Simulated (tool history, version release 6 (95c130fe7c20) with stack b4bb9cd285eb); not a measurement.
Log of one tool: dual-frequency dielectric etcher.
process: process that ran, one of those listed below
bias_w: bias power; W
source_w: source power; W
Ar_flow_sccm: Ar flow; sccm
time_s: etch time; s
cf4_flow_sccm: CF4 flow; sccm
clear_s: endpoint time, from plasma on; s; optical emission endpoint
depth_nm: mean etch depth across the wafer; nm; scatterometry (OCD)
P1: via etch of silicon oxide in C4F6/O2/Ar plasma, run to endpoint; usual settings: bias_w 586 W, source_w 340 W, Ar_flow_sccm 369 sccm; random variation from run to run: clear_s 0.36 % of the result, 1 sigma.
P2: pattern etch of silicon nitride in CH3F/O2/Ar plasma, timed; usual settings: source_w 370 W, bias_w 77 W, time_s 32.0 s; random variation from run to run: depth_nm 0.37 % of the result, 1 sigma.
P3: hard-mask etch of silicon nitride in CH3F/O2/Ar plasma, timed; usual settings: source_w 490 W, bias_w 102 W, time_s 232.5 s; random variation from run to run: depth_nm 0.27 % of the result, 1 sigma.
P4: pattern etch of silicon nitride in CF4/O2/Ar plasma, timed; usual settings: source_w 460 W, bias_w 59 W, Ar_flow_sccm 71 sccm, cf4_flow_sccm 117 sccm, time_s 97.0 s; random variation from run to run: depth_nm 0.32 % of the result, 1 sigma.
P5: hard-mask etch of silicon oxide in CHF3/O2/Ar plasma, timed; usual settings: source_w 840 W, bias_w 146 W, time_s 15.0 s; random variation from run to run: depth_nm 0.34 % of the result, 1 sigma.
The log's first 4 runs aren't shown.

| run | hour | process | bias_w | source_w | Ar_flow_sccm | time_s | cf4_flow_sccm | hours since the last wet clean | hours since the last bias power generator calibration | hours since the last source power generator calibration | hours since the last Ar flow controller change | clear_s | depth_nm |
|---|---|---|---|---|---|---|---|---|---|---|---|---|---|
| 5 | 41.6 | P5 | 202 | 840 |  | 15.0 |  | 216.2 | 2931.8 | 2853.5 | 1465.8 |  | 35.408 |
| 6 | 46.9 | P4 | 59 | 460 | 71 | 97.0 | 144 | 221.5 | 2937.1 | 2858.8 | 1471.1 |  | 193.140 |
| 7 | 52.9 | P1 | 586 | 460 | 369 |  |  | 227.5 | 2943.1 | 2864.8 | 1477.1 | 12.839 |  |
| 8 | 62.5 | P2 | 77 | 300 |  | 32.0 |  | 237.1 | 2952.7 | 2874.4 | 1486.7 |  | 21.431 |
| 9 | 70.9 | P2 | 77 | 370 |  | 32.0 |  | 245.5 | 2961.1 | 2882.8 | 1495.1 |  | 23.132 |
| 10 | 79.3 | P4 | 41 | 460 | 71 | 97.0 | 117 | 253.9 | 2969.5 | 2891.2 | 1503.5 |  | 168.990 |
| 11 | 87.6 | P2 | 58 | 370 |  | 32.0 |  | 262.2 | 2977.8 | 2899.5 | 1511.8 |  | 21.043 |
| 12 | 95.4 | P1 | 586 | 340 | 287 |  |  | 270.0 | 2985.6 | 2907.3 | 1519.6 | 13.959 |  |
| 13 | 107.5 | P3 | 102 | 490 |  | 232.5 |  | 282.1 | 2997.7 | 2919.4 | 1531.7 |  | 197.470 |
| 14 | 116.2 | P4 | 59 | 460 | 86 | 97.0 | 117 | 290.8 | 3006.4 | 2928.1 | 1540.4 |  | 188.340 |
| 15 | 126.3 | P5 | 146 | 840 |  | 15.0 |  | 300.9 | 3016.5 | 2938.2 | 1550.5 |  | 31.850 |
| 16 | 137.2 | P1 | 586 | 340 | 369 |  |  | 311.8 | 3027.4 | 2949.1 | 1561.4 | 14.290 |  |
| 17 | 147.3 | P4 | 59 | 370 | 71 | 97.0 | 117 | 321.9 | 3037.5 | 2959.2 | 1571.5 |  | 157.620 |
| 18 | 152.8 | P5 | 146 | 840 |  | 9.5 |  | 327.4 | 3043.0 | 2964.7 | 1577.0 |  | 20.291 |
| 19 | 159.7 | P1 | 695 | 340 | 369 |  |  | 334.3 | 3049.9 | 2971.6 | 1583.9 | 13.393 |  |
| 20 | 168.6 | P2 | 77 | 370 |  | 32.0 |  | 343.2 | 3058.8 | 2980.5 | 1592.8 |  | 23.406 |
| 21 | 176.7 | P1 | 586 | 250 | 369 |  |  | 351.3 | 3066.9 | 2988.6 | 1600.9 | 15.982 |  |
| 22 | 182.3 | P1 | 397 | 340 | 369 |  |  | 356.9 | 3072.5 | 2994.2 | 1606.5 | 16.671 |  |
|  | 183.8 | wet clean of the chamber |
| 23 | 193.6 | P4 | 59 | 460 | 71 | 124.5 | 117 | 9.8 | 3083.8 | 3005.5 | 1617.8 |  | 244.460 |
| 24 | 203.8 | P1 | 586 | 220 | 269 |  |  | 20.0 | 3094.0 | 3015.7 | 1628.0 | 16.201 |  |
| 25 | 211.8 | P1 | 586 | 340 | 436 |  |  | 28.0 | 3102.0 | 3023.7 | 1636.0 | 14.566 |  |
| 26 | 218.4 | P4 | 59 | 460 | 71 | 97.0 | 117 | 34.6 | 3108.6 | 3030.3 | 1642.6 |  | 190.190 |
| 27 | 229.1 | P5 | 146 | 1070 |  | 15.0 |  | 45.3 | 3119.3 | 3041.0 | 1653.3 |  | 35.069 |

Forecast run 28:
| 28 | 240.4 | P3 | 102 | 340 |  | 232.5 |  | 56.6 | 3130.6 | 3052.3 | 1664.6 |  | ? |

Run 28 gave depth_nm 171.830 nm.
